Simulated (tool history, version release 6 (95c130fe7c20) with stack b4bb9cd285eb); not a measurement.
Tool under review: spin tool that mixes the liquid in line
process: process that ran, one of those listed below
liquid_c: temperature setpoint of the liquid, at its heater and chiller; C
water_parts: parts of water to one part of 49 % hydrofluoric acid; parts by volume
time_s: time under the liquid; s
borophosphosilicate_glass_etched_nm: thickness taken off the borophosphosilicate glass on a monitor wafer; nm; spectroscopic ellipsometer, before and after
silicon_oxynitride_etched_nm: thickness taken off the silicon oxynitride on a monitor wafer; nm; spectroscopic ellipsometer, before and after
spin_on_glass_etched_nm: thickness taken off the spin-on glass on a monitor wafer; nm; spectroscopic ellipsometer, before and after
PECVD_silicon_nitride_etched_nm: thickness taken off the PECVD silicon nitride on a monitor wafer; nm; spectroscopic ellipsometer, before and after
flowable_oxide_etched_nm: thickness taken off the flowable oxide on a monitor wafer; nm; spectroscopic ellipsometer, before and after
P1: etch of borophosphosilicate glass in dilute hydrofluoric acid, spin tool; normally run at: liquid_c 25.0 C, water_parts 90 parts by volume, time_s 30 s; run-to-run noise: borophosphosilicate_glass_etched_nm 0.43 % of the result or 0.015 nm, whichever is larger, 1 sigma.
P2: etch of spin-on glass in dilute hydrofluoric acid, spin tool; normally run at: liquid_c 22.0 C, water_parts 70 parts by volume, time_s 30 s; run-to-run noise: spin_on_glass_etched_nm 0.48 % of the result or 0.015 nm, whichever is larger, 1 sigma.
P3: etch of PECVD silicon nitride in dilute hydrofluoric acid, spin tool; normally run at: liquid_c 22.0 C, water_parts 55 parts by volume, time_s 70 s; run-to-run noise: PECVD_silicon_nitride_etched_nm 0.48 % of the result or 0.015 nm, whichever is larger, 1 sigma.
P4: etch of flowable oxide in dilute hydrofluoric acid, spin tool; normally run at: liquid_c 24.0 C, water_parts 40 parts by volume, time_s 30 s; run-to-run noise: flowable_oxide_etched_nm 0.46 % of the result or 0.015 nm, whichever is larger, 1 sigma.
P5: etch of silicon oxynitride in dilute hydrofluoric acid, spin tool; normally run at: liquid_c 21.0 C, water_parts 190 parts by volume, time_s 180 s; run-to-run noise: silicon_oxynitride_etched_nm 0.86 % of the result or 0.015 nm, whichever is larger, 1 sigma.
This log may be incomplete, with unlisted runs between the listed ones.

| run | day | process | liquid_c | water_parts | time_s | hours since the thermometer was replaced | hours since the hydrofluoric acid flow meter was replaced | borophosphosilicate_glass_etched_nm | silicon_oxynitride_etched_nm | spin_on_glass_etched_nm | PECVD_silicon_nitride_etched_nm | flowable_oxide_etched_nm |
|---|---|---|---|---|---|---|---|---|---|---|---|---|
| 1 | 0.196 | P1 | 25.0 | 90 | 30 | 405.1 | 184.7 | 23.2050 |  |  |  |  |
| 2 | 0.300 | P1 | 25.0 | 135 | 15 | 407.6 | 187.2 | 7.2766 |  |  |  |  |
| 3 | 0.417 | P1 | 25.0 | 90 | 65 | 410.4 | 190.0 | 50.0770 |  |  |  |  |
| 4 | 0.521 | P1 | 20.0 | 90 | 30 | 412.9 | 192.5 | 18.9740 |  |  |  |  |
| 5 | 0.683 | P1 | 25.0 | 90 | 30 | 416.8 | 196.4 | 23.0930 |  |  |  |  |
| 6 | 0.825 | P1 | 25.0 | 155 | 30 | 420.2 | 199.8 | 12.4050 |  |  |  |  |
| 7 | 1.017 | P5 | 21.0 | 345 | 180 | 424.8 | 204.4 |  | 1.2522 |  |  |  |
| 8 | 1.150 | P2 | 17.0 | 70 | 30 | 428.0 | 207.6 |  |  | 13.5160 |  |  |
| 9 | 1.254 | P3 | 22.0 | 90 | 70 | 430.5 | 210.1 |  |  |  | 2.7832 |  |
| 10 | 1.400 | P2 | 22.0 | 70 | 30 | 434.0 | 213.6 |  |  | 16.6780 |  |  |
| 11 | 1.492 | P5 | 21.0 | 190 | 180 | 436.2 | 215.8 |  | 2.5196 |  |  |  |
| 12 | 1.662 | P1 | 25.0 | 90 | 15 | 440.3 | 219.9 | 11.5840 |  |  |  |  |
| 13 | 1.758 | P5 | 21.0 | 190 | 80 | 442.6 | 222.2 |  | 1.0817 |  |  |  |
| 14 | 1.904 | P4 | 24.0 | 40 | 30 | 446.1 | 225.7 |  |  |  |  | 35.507 |
| 15 | 2.004 | P1 | 32.0 | 25 | 30 | 448.5 | 228.1 | 119.7400 |  |  |  |  |
| 16 | 2.117 | P1 | 25.0 | 90 | 30 | 451.2 | 230.8 | 23.3090 |  |  |  |  |
| 17 | 2.221 | P3 | 27.0 | 55 | 70 | 453.7 | 233.3 |  |  |  | 6.2741 |  |
| 18 | 2.412 | P2 | 22.0 | 100 | 30 | 458.3 | 237.9 |  |  | 11.2680 |  |  |
| 19 | 2.608 | P5 | 27.0 | 190 | 180 | 463.0 | 242.6 |  | 3.2458 |  |  |  |
| 20 | 2.700 | P4 | 24.0 | 25 | 30 | 465.2 | 244.8 |  |  |  |  | 57.607 |
| 21 | 2.825 | P3 | 22.0 | 55 | 70 | 468.2 | 247.8 |  |  |  | 4.5430 |  |
| 22 | 2.925 | P4 | 24.0 | 40 | 30 | 470.6 | 250.2 |  |  |  |  | 34.892 |
| 23 | 3.025 | P1 | 25.0 | 90 | 30 | 473.0 | 252.6 | 23.1890 |  |  |  |  |
| 24 | 3.171 | P4 | 19.0 | 40 | 30 | 476.5 | 256.1 |  |  |  |  | 28.490 |
| 25 | 3.275 | P4 | 24.0 | 40 | 65 | 479.0 | 258.6 |  |  |  |  | 76.616 |
| 26 | 3.425 | P1 | 25.0 | 35 | 30 | 482.6 | 262.2 | 63.8630 |  |  |  |  |
| 27 | 3.512 | P3 | 22.0 | 55 | 70 | 484.7 | 264.3 |  |  |  | 4.5133 |  |
|  | 3.521 | hydrofluoric acid flow meter replaced |
| 28 | 3.654 | P1 | 29.5 | 130 | 30 | 488.1 | 3.2 | 18.1290 |  |  |  |  |
| 29 | 3.812 | P3 | 22.0 | 55 | 110 | 491.9 | 7.0 |  |  |  | 7.1023 |  |
| 30 | 3.917 | P5 | 21.0 | 190 | 180 | 494.4 | 9.5 |  | 2.4608 |  |  |  |
| 31 | 4.083 | P1 | 25.0 | 90 | 30 | 498.4 | 13.5 | 23.0270 |  |  |  |  |
| 32 | 4.242 | P1 | 32.5 | 90 | 30 | 502.2 | 17.3 | 30.8060 |  |  |  |  |
| 33 | 4.354 | P2 | 22.0 | 70 | 15 | 504.9 | 20.0 |  |  | 8.4059 |  |  |
| 34 | 4.508 | P1 | 25.0 | 90 | 30 | 508.6 | 23.7 | 23.0790 |  |  |  |  |
| 35 | 4.675 | P1 | 25.0 | 90 | 30 | 512.6 | 27.7 | 24.3190 |  |  |  |  |
| 36 | 4.788 | P1 | 25.0 | 90 | 30 | 515.3 | 30.4 | 24.7160 |  |  |  |  |
| 37 | 4.967 | P1 | 25.0 | 90 | 30 | 519.6 | 34.7 | 25.0020 |  |  |  |  |
| 38 | 5.146 | P1 | 25.0 | 90 | 30 | 523.9 | 39.0 | 25.1740 |  |  |  |  |
| 39 | 5.233 | P1 | 25.0 | 90 | 30 | 526.0 | 41.1 | 25.1160 |  |  |  |  |
| 40 | 5.329 | P1 | 25.0 | 90 | 30 | 528.3 | 43.4 | 25.2510 |  |  |  |  |

P1 has crept away from where it was. The log is fitted equally well by each of these 2 causes, at the sizes shown:
A: hydrofluoric acid flow above the setpoint (%) = 8.15
B: liquid hotter than its thermometer reads (K) = 2.23
Onset of the creep was near day 4.508.

Consider the 4 single-wafer check runs listed below, results given as question marks: which one distinguishes between the causes by giving clearly different results for each?
| check 1 | 5.425 | P2 | 17.5 | 70 | 30 |  |  |  |  | ? |  |  |
| check 2 | 5.425 | P4 | 24.0 | 40 | 45 |  |  |  |  |  |  | ? |
| check 3 | 5.425 | P3 | 26.5 | 55 | 70 |  |  |  |  |  | ? |  |
| check 4 | 5.425 | P5 | 26.0 | 340 | 180 |  |  |  | ? |  |  |  |

Predicted outcomes, by check and by cause:
| check | result | if A | if B |
|---|---|---|---|
| check 1 | spin_on_glass_etched_nm | 15.0330 | 15.1880 |
| check 2 | flowable_oxide_etched_nm | 57.581 | 58.128 |
| check 3 | PECVD_silicon_nitride_etched_nm | 6.6115 | 7.0837 |
| check 4 | silicon_oxynitride_etched_nm | 1.7238 | 1.7116 |
Smallest distance between any two causes, each pair judged by its most separating result, in per cent: check 1 1.02 %; check 2 0.95 %; check 3 6.9 %; check 4 0.71 %
Check 3 tells the causes apart: in the others they would give nearly the same result.

Check 3 was carried out, with these results: PECVD_silicon_nitride_etched_nm 7.0408 nm. Which of the listed causes is responsible?

Of the candidate causes, it is B: liquid hotter than its thermometer reads (K).
